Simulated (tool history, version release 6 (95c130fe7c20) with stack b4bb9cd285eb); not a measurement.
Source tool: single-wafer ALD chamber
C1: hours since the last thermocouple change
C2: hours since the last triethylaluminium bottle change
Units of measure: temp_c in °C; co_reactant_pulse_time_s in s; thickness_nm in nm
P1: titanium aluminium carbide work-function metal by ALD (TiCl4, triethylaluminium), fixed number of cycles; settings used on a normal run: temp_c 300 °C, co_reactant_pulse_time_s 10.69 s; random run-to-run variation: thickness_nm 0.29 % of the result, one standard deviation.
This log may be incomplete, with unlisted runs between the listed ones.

Run 1, day 0.333: temp_c 300 °C, co_reactant_pulse_time_s 10.69 s; C1 504.7; C2 150.5. Result: thickness_nm 1.9751 nm.
Run 2, day 0.608: temp_c 300 °C, co_reactant_pulse_time_s 10.69 s; C1 511.3; C2 157.1. Result: thickness_nm 1.9627 nm.
Run 3, day 0.825: temp_c 321 °C, co_reactant_pulse_time_s 10.69 s; C1 516.5; C2 162.3. Result: thickness_nm 2.1367 nm.
Run 4, day 1.250: temp_c 300 °C, co_reactant_pulse_time_s 4.34 s; C1 526.7; C2 172.5. Result: thickness_nm 1.5656 nm.
Run 5, day 1.592: temp_c 280 °C, co_reactant_pulse_time_s 10.69 s; C1 534.9; C2 180.7. Result: thickness_nm 1.7945 nm.
Run 6, day 2.054: temp_c 300 °C, co_reactant_pulse_time_s 14.39 s; C1 546.0; C2 191.8. Result: thickness_nm 2.0038 nm.
Run 7, day 2.283: temp_c 300 °C, co_reactant_pulse_time_s 10.69 s; C1 551.5; C2 197.3. Result: thickness_nm 1.9541 nm.
Run 8, day 2.533: temp_c 290 °C, co_reactant_pulse_time_s 15.15 s; C1 557.5; C2 203.3. Result: thickness_nm 1.9155 nm.
Run 9, day 2.767: temp_c 300 °C, co_reactant_pulse_time_s 10.69 s; C1 563.1; C2 208.9. Result: thickness_nm 1.9633 nm.
Run 10, day 3.008: temp_c 300 °C, co_reactant_pulse_time_s 10.69 s; C1 568.9; C2 214.7. Result: thickness_nm 1.9743 nm.
Run 11, day 3.242: temp_c 300 °C, co_reactant_pulse_time_s 10.69 s; C1 574.5; C2 220.3. Result: thickness_nm 1.9579 nm.
Run 12, day 3.512: temp_c 300 °C, co_reactant_pulse_time_s 10.69 s; C1 581.0; C2 226.8. Result: thickness_nm 1.9432 nm.
Run 13, day 3.904: temp_c 300 °C, co_reactant_pulse_time_s 10.69 s; C1 590.4; C2 236.2. Result: thickness_nm 1.9383 nm.
Run 14, day 4.208: temp_c 300 °C, co_reactant_pulse_time_s 10.69 s; C1 597.7; C2 243.5. Result: thickness_nm 1.9406 nm.
Run 15, day 4.642: temp_c 300 °C, co_reactant_pulse_time_s 10.69 s; C1 608.1; C2 253.9. Result: thickness_nm 1.9351 nm.
Run 16, day 5.075: temp_c 300 °C, co_reactant_pulse_time_s 10.69 s; C1 618.5; C2 264.3. Result: thickness_nm 1.9220 nm.
Run 17, day 5.354: temp_c 300 °C, co_reactant_pulse_time_s 10.69 s; C1 625.2; C2 271.0. Result: thickness_nm 1.9195 nm.
Run 18, day 5.792: temp_c 300 °C, co_reactant_pulse_time_s 10.69 s; C1 635.7; C2 281.5. Result: thickness_nm 1.9177 nm.

What P1 gives has crept away from where it was. These 2 causes fit the log equally well, each at the size given:
A: triethylaluminium dose below that of a fresh bottle (%) = 17.8
B: wafer temperature below the value expected at the setpoint (K) = 5.51
Onset of the creep was near day 3.008.

Listed below are the offered check runs, one wafer per run, with question marks in place of results. For which of them would the causes give clearly different outcomes?
Run check 1, day 6.229: temp_c 300 °C, co_reactant_pulse_time_s 4.40 s. Result: thickness_nm ?.
Run check 2, day 6.229: temp_c 290 °C, co_reactant_pulse_time_s 10.69 s. Result: thickness_nm ?.
Run check 3, day 6.229: temp_c 318 °C, co_reactant_pulse_time_s 10.69 s. Result: thickness_nm ?.
Run check 4, day 6.229: temp_c 315 °C, co_reactant_pulse_time_s 10.69 s. Result: thickness_nm ?.

Predicted outcomes, by check and by cause:
  check        result    if A    if B
check 1  thickness_nm  1.4389  1.5385
check 2  thickness_nm  1.8383  1.8366
check 3  thickness_nm  2.0727  2.0757
check 4  thickness_nm  2.0474  2.0498
How far apart the two closest causes lie, in the result that separates them most: check 1 6.7 %; check 2 0.09 %; check 3 0.14 %; check 4 0.12 %
Check 1 distinguishes between the causes, while the remaining checks would return nearly the same result for all of them.

The results of check 1 are: thickness_nm 1.4395 nm. Based on these, which of the listed causes is it?

A is the cause: triethylaluminium dose below that of a fresh bottle (%).
